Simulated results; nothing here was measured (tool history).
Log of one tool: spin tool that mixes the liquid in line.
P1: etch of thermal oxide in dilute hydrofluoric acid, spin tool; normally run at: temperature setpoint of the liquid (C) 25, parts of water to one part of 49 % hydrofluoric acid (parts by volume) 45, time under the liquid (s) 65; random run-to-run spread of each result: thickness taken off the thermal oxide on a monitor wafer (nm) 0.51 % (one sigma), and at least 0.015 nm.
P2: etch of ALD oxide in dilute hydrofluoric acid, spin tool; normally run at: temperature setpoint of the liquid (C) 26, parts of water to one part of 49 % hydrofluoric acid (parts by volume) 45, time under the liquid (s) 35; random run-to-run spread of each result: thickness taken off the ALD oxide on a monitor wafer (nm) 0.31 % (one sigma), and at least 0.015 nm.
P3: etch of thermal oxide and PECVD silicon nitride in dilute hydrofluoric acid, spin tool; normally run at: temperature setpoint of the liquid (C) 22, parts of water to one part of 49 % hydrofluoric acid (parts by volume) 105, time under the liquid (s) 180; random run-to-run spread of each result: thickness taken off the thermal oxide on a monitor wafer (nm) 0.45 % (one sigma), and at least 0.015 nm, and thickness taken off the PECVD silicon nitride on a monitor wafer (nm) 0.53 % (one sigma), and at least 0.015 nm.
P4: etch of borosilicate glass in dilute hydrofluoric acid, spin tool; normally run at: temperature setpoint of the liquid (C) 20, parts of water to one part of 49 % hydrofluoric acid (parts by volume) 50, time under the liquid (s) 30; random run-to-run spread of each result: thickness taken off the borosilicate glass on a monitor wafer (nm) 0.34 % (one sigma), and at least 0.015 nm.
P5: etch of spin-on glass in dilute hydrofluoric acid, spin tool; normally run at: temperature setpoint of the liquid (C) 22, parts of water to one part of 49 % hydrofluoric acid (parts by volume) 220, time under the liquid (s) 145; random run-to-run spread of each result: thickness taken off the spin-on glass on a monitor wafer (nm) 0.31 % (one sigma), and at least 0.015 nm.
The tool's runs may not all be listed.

run,hour,process that ran,temperature setpoint of the liquid (C),parts of water to one part of 49 % hydrofluoric acid (parts by volume),time under the liquid (s),thickness taken off the thermal oxide on a monitor wafer (nm),thickness taken off the PECVD silicon nitride on a monitor wafer (nm),thickness taken off the ALD oxide on a monitor wafer (nm),thickness taken off the borosilicate glass on a monitor wafer (nm),thickness taken off the spin-on glass on a monitor wafer (nm)
1,11.8,P1,25,45,65,7.5397,,,,
2,19.8,P1,25,45,65,7.4731,,,,
3,30.3,P1,25,45,65,7.5827,,,,
4,44.5,P1,32.5,45,90,13.962,,,,
5,57.7,P1,25,45,65,7.5358,,,,
6,70.8,P3,22,105,15,0.67613,0.33268,,,
7,81.1,P1,25,45,65,7.4889,,,,
8,90.4,P2,26,45,35,,,8.7754,,
# hour 94.2: hydrofluoric acid flow meter replaced
9,101.1,P2,26,20,35,,,20.583,,
10,112.4,P4,17,50,30,,,,17.694,
11,120.9,P2,26,45,35,,,8.7967,,
12,130.4,P1,25,75,65,4.3332,,,,
13,140.2,P1,25,45,25,2.9412,,,,
14,150.9,P4,20,50,30,,,,19.923,
15,165.4,P1,25,20,65,17.44,,,,
16,178.3,P2,26,45,55,,,13.725,,
17,193.6,P5,22,220,50,,,,,3.836
18,205.5,P5,17,220,145,,,,,9.0648
19,216.7,P4,20,50,30,,,,20.032,
20,223.4,P3,22,105,180,7.7893,4.1451,,,
21,233.4,P4,20,50,50,,,,33.206,
22,247.3,P3,22,30,180,29.935,14.06,,,
23,260.9,P1,32.5,45,65,10.079,,,,
24,272,P1,17.5,45,65,5.5372,,,,
25,279.4,P3,17,105,180,6.3629,2.9634,,,
26,294,P1,25,45,65,7.5207,,,,
27,302.4,P4,20,85,30,,,,11.272,
28,313.4,P1,25,45,95,11.06,,,,
29,328,P3,22,105,180,7.869,4.1409,,,
30,342,P1,25,45,65,7.5092,,,,
31,348.9,P5,22,40,145,,,,,74.058
32,355.8,P5,22,220,145,,,,,11.02
33,368.6,P2,19.5,45,35,,,6.7426,,
34,379.6,P1,25,45,65,7.5513,,,,
35,391.4,P1,25,45,65,7.7901,,,,
36,401.9,P1,25,45,65,7.8142,,,,
37,416.8,P1,25,45,65,7.9072,,,,
38,431.5,P1,25,45,65,7.9754,,,,
39,440.2,P1,25,45,65,7.9106,,,,
40,454.9,P1,25,45,65,7.9356,,,,
41,469.5,P1,25,45,65,7.948,,,,
42,477.9,P1,25,45,65,7.9939,,,,
43,486.8,P1,25,45,65,7.8955,,,,
44,494.2,P1,25,45,65,8.0222,,,,
45,504.5,P1,25,45,65,7.9711,,,,

Compared with where it was, what P1 gives has crept away. Each cause listed below fits the log as well as the rest, at the size given for it:
A: liquid hotter than its thermometer reads (K) = 1.46
B: hydrofluoric acid flow above the setpoint (%) = 5.75
The creep began at about hour 379.6.

Listed below are the offered check runs, one wafer per run, with question marks in place of results. For which of them would the causes give clearly different outcomes?
check 1,514.8,P5,22,155,70,,,,,?
check 2,514.8,P4,20,80,30,,,,?,
check 3,514.8,P2,23,45,35,,,?,,
check 4,514.8,P3,22,70,180,?,?,,,

Expected result of each check under each candidate cause:
check,result,if A,if B
check 1,thickness taken off the spin-on glass on a monitor wafer (nm),8.5337,8.6088
check 2,thickness taken off the borosilicate glass on a monitor wafer (nm),12.809,12.816
check 3,thickness taken off the ALD oxide on a monitor wafer (nm),8.2442,8.2337
check 4,thickness taken off the thermal oxide on a monitor wafer (nm),12.954,12.966
check 4,thickness taken off the PECVD silicon nitride on a monitor wafer (nm),6.8246,6.5329
Per-check spread between the two closest causes, in the result where they differ most: check 1 0.88 %; check 2 0.06 %; check 3 0.13 %; check 4 4.37 %
Only check 4 tells the causes apart: in the others they would give nearly the same result.

After running check 4, the following was obtained: thickness taken off the thermal oxide on a monitor wafer (nm) 12.877; thickness taken off the PECVD silicon nitride on a monitor wafer (nm) 6.7829. Which cause does this point to?

Of the candidate causes, it is A: liquid hotter than its thermometer reads (K).

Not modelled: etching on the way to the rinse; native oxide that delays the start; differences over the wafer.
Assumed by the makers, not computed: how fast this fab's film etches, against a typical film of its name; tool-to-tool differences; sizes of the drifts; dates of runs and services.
